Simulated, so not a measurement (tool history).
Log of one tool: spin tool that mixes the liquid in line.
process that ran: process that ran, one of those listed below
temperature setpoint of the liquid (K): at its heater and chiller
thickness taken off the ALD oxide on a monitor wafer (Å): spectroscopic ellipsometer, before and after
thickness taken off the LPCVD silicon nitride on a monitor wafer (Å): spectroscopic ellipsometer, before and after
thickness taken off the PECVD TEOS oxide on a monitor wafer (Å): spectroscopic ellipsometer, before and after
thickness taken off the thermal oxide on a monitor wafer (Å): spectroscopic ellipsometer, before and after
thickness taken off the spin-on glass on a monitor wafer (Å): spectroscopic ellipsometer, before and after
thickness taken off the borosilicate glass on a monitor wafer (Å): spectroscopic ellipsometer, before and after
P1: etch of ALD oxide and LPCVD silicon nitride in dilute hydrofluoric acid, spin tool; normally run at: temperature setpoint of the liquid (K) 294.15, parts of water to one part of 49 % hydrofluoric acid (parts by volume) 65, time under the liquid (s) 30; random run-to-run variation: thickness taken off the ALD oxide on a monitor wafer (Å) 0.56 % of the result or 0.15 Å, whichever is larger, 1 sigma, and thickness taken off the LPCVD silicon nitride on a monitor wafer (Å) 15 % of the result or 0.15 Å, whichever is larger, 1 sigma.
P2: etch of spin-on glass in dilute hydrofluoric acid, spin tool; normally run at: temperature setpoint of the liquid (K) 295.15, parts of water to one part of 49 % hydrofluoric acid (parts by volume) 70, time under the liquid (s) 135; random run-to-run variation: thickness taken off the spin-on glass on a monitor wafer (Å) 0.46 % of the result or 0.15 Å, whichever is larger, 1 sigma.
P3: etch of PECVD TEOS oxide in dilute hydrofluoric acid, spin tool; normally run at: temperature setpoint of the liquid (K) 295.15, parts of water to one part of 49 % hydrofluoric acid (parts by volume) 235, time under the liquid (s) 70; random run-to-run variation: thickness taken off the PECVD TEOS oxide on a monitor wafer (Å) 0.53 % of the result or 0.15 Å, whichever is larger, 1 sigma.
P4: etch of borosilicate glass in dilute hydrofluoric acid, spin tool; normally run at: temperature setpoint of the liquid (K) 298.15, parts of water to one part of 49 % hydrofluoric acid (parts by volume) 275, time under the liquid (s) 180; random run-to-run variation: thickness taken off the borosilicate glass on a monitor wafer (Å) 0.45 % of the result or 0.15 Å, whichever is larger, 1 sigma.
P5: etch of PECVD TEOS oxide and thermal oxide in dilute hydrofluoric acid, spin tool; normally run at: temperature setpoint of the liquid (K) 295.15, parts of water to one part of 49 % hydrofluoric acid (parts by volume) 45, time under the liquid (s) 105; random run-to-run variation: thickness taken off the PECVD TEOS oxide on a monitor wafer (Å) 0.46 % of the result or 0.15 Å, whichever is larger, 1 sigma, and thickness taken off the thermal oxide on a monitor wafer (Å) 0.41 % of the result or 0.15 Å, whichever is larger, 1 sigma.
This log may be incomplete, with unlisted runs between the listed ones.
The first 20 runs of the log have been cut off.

run    day  process that ran  temperature setpoint of the liquid (K)  parts of water to one part of 49 % hydrofluoric acid (parts by volume)  time under the liquid (s)  hours since the thermometer was replaced  hours since the hydrofluoric acid flow meter was replaced  thickness taken off the ALD oxide on a monitor wafer (Å)  thickness taken off the LPCVD silicon nitride on a monitor wafer (Å)  thickness taken off the PECVD TEOS oxide on a monitor wafer (Å)  thickness taken off the thermal oxide on a monitor wafer (Å)  thickness taken off the spin-on glass on a monitor wafer (Å)  thickness taken off the borosilicate glass on a monitor wafer (Å)
 21  3.246                P2                                  295.15                                                                      70                        135                                      2301                                                      437.6                                                                                                                                                                                                                                                                                                                       445.48
 22  3.379                P1                                  294.15                                                                      65                         15                                    2304.2                                                      440.8                                                    50.305                                                               0.39578
 23  3.596                P1                                  290.15                                                                      65                         30                                    2309.4                                                        446                                                    85.121                                                                1.3596
 24  3.758                P3                                  295.15                                                                     235                         70                                    2313.3                                                      449.9                                                                                                                                                                                           68.576
 25  3.962                P1                                  294.15                                                                      65                         30                                    2318.2                                                      454.8                                                    101.49                                                                2.4409
 26  4.175                P1                                  294.15                                                                      65                         30                                    2323.3                                                      459.9                                                    100.69                                                                1.7645
 27    4.4                P4                                  298.15                                                                     275                        180                                    2328.7                                                      465.3                                                                                                                                                                                                                                                                                                                                                                                          114.04
 28  4.512                P1                                  290.65                                                                      95                         30                                    2331.4                                                        468                                                     57.49                                                                1.1205
 29  4.612                P3                                  290.15                                                                     235                         70                                    2333.8                                                      470.4                                                                                                                                                                                           56.222
 30  4.796                P1                                  300.65                                                                     105                         30                                    2338.2                                                      474.8                                                    76.522                                                                2.1542
 31  4.958                P4                                  298.15                                                                     275                        180                                    2342.1                                                      478.7                                                                                                                                                                                                                                                                                                                                                                                          113.23
 32  5.133                P5                                  302.65                                                                      45                        105                                    2346.3                                                      482.9                                                                                                                                                                                           391.97                                                        146.88
 33  5.242                P2                                  290.15                                                                      70                        135                                    2348.9                                                      485.5                                                                                                                                                                                                                                                                                                                       359.73
 34  5.346                P1                                  294.15                                                                      65                         30                                    2351.4                                                        488                                                    100.14                                                                2.1728
 35  5.567                P1                                  294.15                                                                      65                         30                                    2356.7                                                      493.3                                                    97.705                                                               0.98547
 36  5.762                P1                                  294.15                                                                      65                         30                                    2361.4                                                        498                                                    96.057                                                                1.9535

The next listed run, before its measurement:
 37  5.958                P1                                  294.15                                                                      65                         30                                    2366.1                                                      502.7                                                         ?                                                                     ?

Run 37 yielded thickness taken off the ALD oxide on a monitor wafer (Å) 94.668, thickness taken off the LPCVD silicon nitride on a monitor wafer (Å) 1.8354.

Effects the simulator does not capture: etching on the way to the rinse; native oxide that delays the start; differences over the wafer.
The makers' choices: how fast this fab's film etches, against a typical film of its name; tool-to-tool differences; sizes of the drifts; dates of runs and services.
